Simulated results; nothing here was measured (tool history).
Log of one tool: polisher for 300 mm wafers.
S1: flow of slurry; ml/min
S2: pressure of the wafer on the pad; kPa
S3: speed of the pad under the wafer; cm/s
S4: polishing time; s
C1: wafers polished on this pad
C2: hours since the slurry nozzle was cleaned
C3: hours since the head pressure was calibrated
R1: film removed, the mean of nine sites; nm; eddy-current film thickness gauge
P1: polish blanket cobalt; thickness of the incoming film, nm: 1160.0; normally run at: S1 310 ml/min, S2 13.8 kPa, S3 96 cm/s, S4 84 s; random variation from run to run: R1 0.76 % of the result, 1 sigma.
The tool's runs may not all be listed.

run 1 hour=7.0 | S1=310 S2=13.8 S3=96 S4=84 | C1=271 C2=227.3 C3=318.0 | R1=427.73
run 2 hour=18.9 | S1=310 S2=13.8 S3=96 S4=43 | C1=407 C2=239.2 C3=329.9 | R1=218.99
run 3 hour=24.6 | S1=185 S2=13.8 S3=96 S4=84 | C1=472 C2=244.9 C3=335.6 | R1=402.60
run 4 hour=33.7 | S1=310 S2=13.8 S3=96 S4=84 | C1=575 C2=254.0 C3=344.7 | R1=424.25
-- hour=35.2 slurry nozzle cleaned
run 5 hour=41.5 | S1=310 S2=20.0 S3=96 S4=84 | C1=664 C2=6.3 C3=352.5 | R1=621.51
run 6 hour=49.5 | S1=310 S2=13.8 S3=128 S4=84 | C1=755 C2=14.3 C3=360.5 | R1=577.70
run 7 hour=55.3 | S1=310 S2=13.8 S3=96 S4=84 | C1=821 C2=20.1 C3=366.3 | R1=423.64
run 8 hour=66.3 | S1=415 S2=13.8 S3=96 S4=84 | C1=946 C2=31.1 C3=377.3 | R1=435.28
run 9 hour=75.5 | S1=310 S2=13.8 S3=96 S4=84 | C1=1050 C2=40.3 C3=386.5 | R1=423.58
run 10 hour=81.8 | S1=310 S2=20.7 S3=96 S4=52 | C1=1122 C2=46.6 C3=392.8 | R1=393.81
run 11 hour=88.1 | S1=310 S2=13.8 S3=96 S4=84 | C1=1194 C2=52.9 C3=399.1 | R1=428.14
run 12 hour=95.3 | S1=310 S2=13.8 S3=96 S4=126 | C1=1275 C2=60.1 C3=406.3 | R1=639.55
run 13 hour=101.1 | S1=455 S2=18.6 S3=96 S4=84 | C1=1341 C2=65.9 C3=412.1 | R1=587.98
run 14 hour=112.8 | S1=310 S2=13.8 S3=44 S4=120 | C1=1474 C2=77.6 C3=423.8 | R1=278.40
run 15 hour=122.6 | S1=310 S2=13.8 S3=56 S4=84 | C1=1586 C2=87.4 C3=433.6 | R1=249.13
run 16 hour=130.1 | S1=310 S2=10.3 S3=96 S4=84 | C1=1671 C2=94.9 C3=441.1 | R1=321.15
run 17 hour=139.4 | S1=310 S2=13.8 S3=96 S4=84 | C1=1777 C2=104.2 C3=450.4 | R1=428.64
run 18 hour=150.4 | S1=310 S2=13.8 S3=96 S4=84 | C1=1902 C2=115.2 C3=461.4 | R1=425.08
run 19 hour=158.0 | S1=310 S2=13.8 S3=96 S4=84 | C1=1988 C2=122.8 C3=469.0 | R1=419.40
run 20 hour=166.3 | S1=310 S2=13.8 S3=96 S4=84 | C1=2083 C2=131.1 C3=477.3 | R1=421.47
run 21 hour=172.1 | S1=310 S2=13.8 S3=96 S4=84 | C1=2149 C2=136.9 C3=483.1 | R1=421.56
-- hour=178.4 head pressure recalibrated
run 22 hour=181.5 | S1=310 S2=13.8 S3=96 S4=84 | C1=2256 C2=146.3 C3=3.2 | R1=406.94
run 23 hour=190.3 | S1=310 S2=13.8 S3=96 S4=84 | C1=2356 C2=155.1 C3=12.0 | R1=414.89
run 24 hour=197.7 | S1=310 S2=13.8 S3=96 S4=84 | C1=2440 C2=162.5 C3=19.4 | R1=407.36
run 25 hour=206.1 | S1=310 S2=13.8 S3=96 S4=84 | C1=2535 C2=170.9 C3=27.8 | R1=406.86

What P1 gives has crept away from where it was. These 2 causes fit the log equally well, each at the size given:
A: removal rate lost through wear of the pad, % = 3.74
B: slurry flow missing at the pad, % = 30.9
The creep began at about hour 158.0.
Why every other cause is out:
head's pressure below its setpoint, %: serviced at hour 178.4, which brought nothing back

4 check runs are offered, each on 5 wafers whose results are averaged, their results left as question marks. Which one tells the causes apart?
run check 1 hour=214.5 | S1=310 S2=13.8 S3=122 S4=106 | R1=?
run check 2 hour=214.5 | S1=380 S2=13.8 S3=96 S4=84 | R1=?
run check 3 hour=214.5 | S1=185 S2=13.8 S3=96 S4=84 | R1=?
run check 4 hour=214.5 | S1=310 S2=13.8 S3=96 S4=62 | R1=?

What each check would give under each cause:
check=check_1 result=R1 if_A=658.19 if_B=658.14
check=check_2 result=R1 if_A=417.02 if_B=419.82
check=check_3 result=R1 if_A=387.50 if_B=378.34
check=check_4 result=R1 if_A=302.94 if_B=302.91
How far apart the two closest causes lie, in the result that separates them most: check 1 0.01 %; check 2 0.67 %; check 3 2.39 %; check 4 0.01 %
Check 3 tells the causes apart: in the others they would give nearly the same result.

Then check 3 was run and gave: R1 378.69 nm. Which cause is it?

It is B: slurry flow missing at the pad, %.
